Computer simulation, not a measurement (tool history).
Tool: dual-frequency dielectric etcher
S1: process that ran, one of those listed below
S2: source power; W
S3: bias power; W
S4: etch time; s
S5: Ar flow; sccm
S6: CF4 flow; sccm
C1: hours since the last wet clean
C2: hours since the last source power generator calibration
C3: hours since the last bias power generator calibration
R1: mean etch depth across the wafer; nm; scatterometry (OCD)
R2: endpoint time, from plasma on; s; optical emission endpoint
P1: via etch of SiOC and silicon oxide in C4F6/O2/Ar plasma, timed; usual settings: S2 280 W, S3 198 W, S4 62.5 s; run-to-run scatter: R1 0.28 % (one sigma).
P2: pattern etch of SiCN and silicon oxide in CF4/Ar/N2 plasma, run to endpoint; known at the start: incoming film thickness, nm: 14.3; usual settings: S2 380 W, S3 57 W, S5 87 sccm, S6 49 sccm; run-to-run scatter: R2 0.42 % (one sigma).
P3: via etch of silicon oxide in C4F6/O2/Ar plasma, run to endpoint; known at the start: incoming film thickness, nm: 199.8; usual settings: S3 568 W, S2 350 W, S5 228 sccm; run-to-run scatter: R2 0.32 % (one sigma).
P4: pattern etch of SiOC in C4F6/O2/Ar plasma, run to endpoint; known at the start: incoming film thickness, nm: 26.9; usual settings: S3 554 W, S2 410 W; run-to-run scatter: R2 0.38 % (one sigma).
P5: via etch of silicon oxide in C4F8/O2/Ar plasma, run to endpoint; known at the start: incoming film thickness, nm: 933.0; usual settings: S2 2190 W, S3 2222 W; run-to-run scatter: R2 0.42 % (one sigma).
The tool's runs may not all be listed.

run    day  S1    S2    S3    S4   S5  S6     C1      C2      C3      R1      R2
  1  0.079  P1   280   198  62.5           307.8  3240.6  1721.5  62.819
  2  0.188  P1   280   198  62.5           310.4  3243.2  1724.1  62.579
  3  0.296  P1   280   198  62.5             313  3245.8  1726.7  63.003
  4  0.429  P3   350   568        228      316.2    3249  1729.9          43.035
  5  0.571  P3   350   568        315      319.6  3252.4  1733.3          44.567
  6  0.717  P2   540    57         87  49  323.1  3255.9  1736.8          16.477
  7  0.796  P2   380    57         87  49    325  3257.8  1738.7          22.306
  8    0.9  P1   390   198  62.5           327.5  3260.3  1741.2    70.9
  9  1.054  P2   380    57         54  49  331.2    3264  1744.9          20.911
 10  1.217  P5  2190  2222                 335.1  3267.9  1748.8          168.51
 11  1.338  P1   280   198  62.5             338  3270.8  1751.7  62.859
 12  1.438  P2   380    79         87  49  340.4  3273.2  1754.1          20.164
 13  1.542  P4   570   554                 342.9  3275.7  1756.6          7.8044
 14  1.625  P5  2190  2975                 344.9  3277.7  1758.6          154.99
 15  1.733  P5  2190  2222                 347.5  3280.3  1761.2          169.35
     1.812  -- source power generator calibrated
 16  1.888  P1   280   128  62.5           351.2     1.9  1764.9  54.661
 17  2.025  P3   200   568        228      354.5     5.2  1768.2          53.074
 18   2.15  P2   380    57         87  62  357.5     8.2  1771.2          21.603
 19  2.317  P1   280   198    42           361.5    12.2  1775.2  42.227
 20  2.479  P1   280   198  62.5           365.4    16.1  1779.1  62.917
 21  2.567  P3   350   568        228      367.5    18.2  1781.2          43.094
 22  2.654  P4   410   554                 369.6    20.3  1783.3          8.7971
 23  2.812  P5  3080  2222                 373.4    24.1  1787.1          149.02
 24  2.904  P4   410   333                 375.6    26.3  1789.3          10.602
 25  3.067  P3   350   806        228      379.5    30.2  1793.2          37.657
 26  3.192  P1   280   252  62.5           382.5    33.2  1796.2  67.979
 27   3.35  P1   280   198    89           386.3      37    1800  89.532
 28  3.438  P1   210   198  62.5           388.4    39.1  1802.1  56.268
 29  3.529  P2   380    57         87  49  390.6    41.3  1804.3          22.514
 30  3.692  P1   380   141  62.5           394.5    45.2  1808.2  63.474
 31  3.804  P1   280   198  62.5           397.2    47.9  1810.9  62.771
 32  3.921  P1   280   198  62.5             400    50.7  1813.7  62.755
 33  4.042  P1   280   198  62.5           402.9    53.6  1816.6   62.61
 34  4.183  P1   280   198  62.5           406.3      57    1820  61.899
 35  4.346  P1   280   198  62.5           410.2    60.9  1823.9  61.721
 36  4.467  P1   280   198  62.5           413.1    63.8  1826.8  61.843
 37  4.612  P1   280   198  62.5           416.6    67.3  1830.3   62.04
     4.671  -- wet clean of the chamber
 38  4.746  P1   280   198  62.5             1.8    70.5  1833.5  61.593
 39   4.85  P1   280   198  62.5             4.3      73    1836  62.076
 40  4.967  P1   280   198  62.5             7.1    75.8  1838.8   61.97
 41    5.1  P1   280   198  62.5            10.3      79    1842  61.619
 42  5.238  P1   280   198  62.5            13.6    82.3  1845.3  61.757

What P1 gives has crept away from where it was. These 2 causes fit the log equally well, each at the size given:
A: bias power that arrives under what is set, % = 4.74
B: source power that arrives under what is set, % = 4.16
The creep began at about day 3.804.
Why every other cause is out:
chamber walls in a state that lowers the etch rate, %: serviced at day 4.671, which brought nothing back

4 check runs are offered, each on 2 wafers whose results are averaged, their results left as question marks. Which one tells the causes apart?
check 1  5.375  P3   350   790      262                       ?
check 2  5.375  P2   480    57       87  49                   ?
check 3  5.375  P4   510   396                                ?
check 4  5.375  P5  2800  2737                                ?

What each check would give under each cause:
  check  result    if A    if B
check 1      R2  39.257  39.101
check 2      R2  18.565  18.972
check 3      R2  9.3498  9.3378
check 4      R2   146.7  147.05
How far apart the two closest causes lie, in the result that separates them most: check 1 0.4 %; check 2 2.17 %; check 3 0.13 %; check 4 0.24 %
Check 2 tells the causes apart: in the others they would give nearly the same result.

Check 2 was then run and gave: R2 19.012 s. Which cause is it?

It is B: source power that arrives under what is set, %.
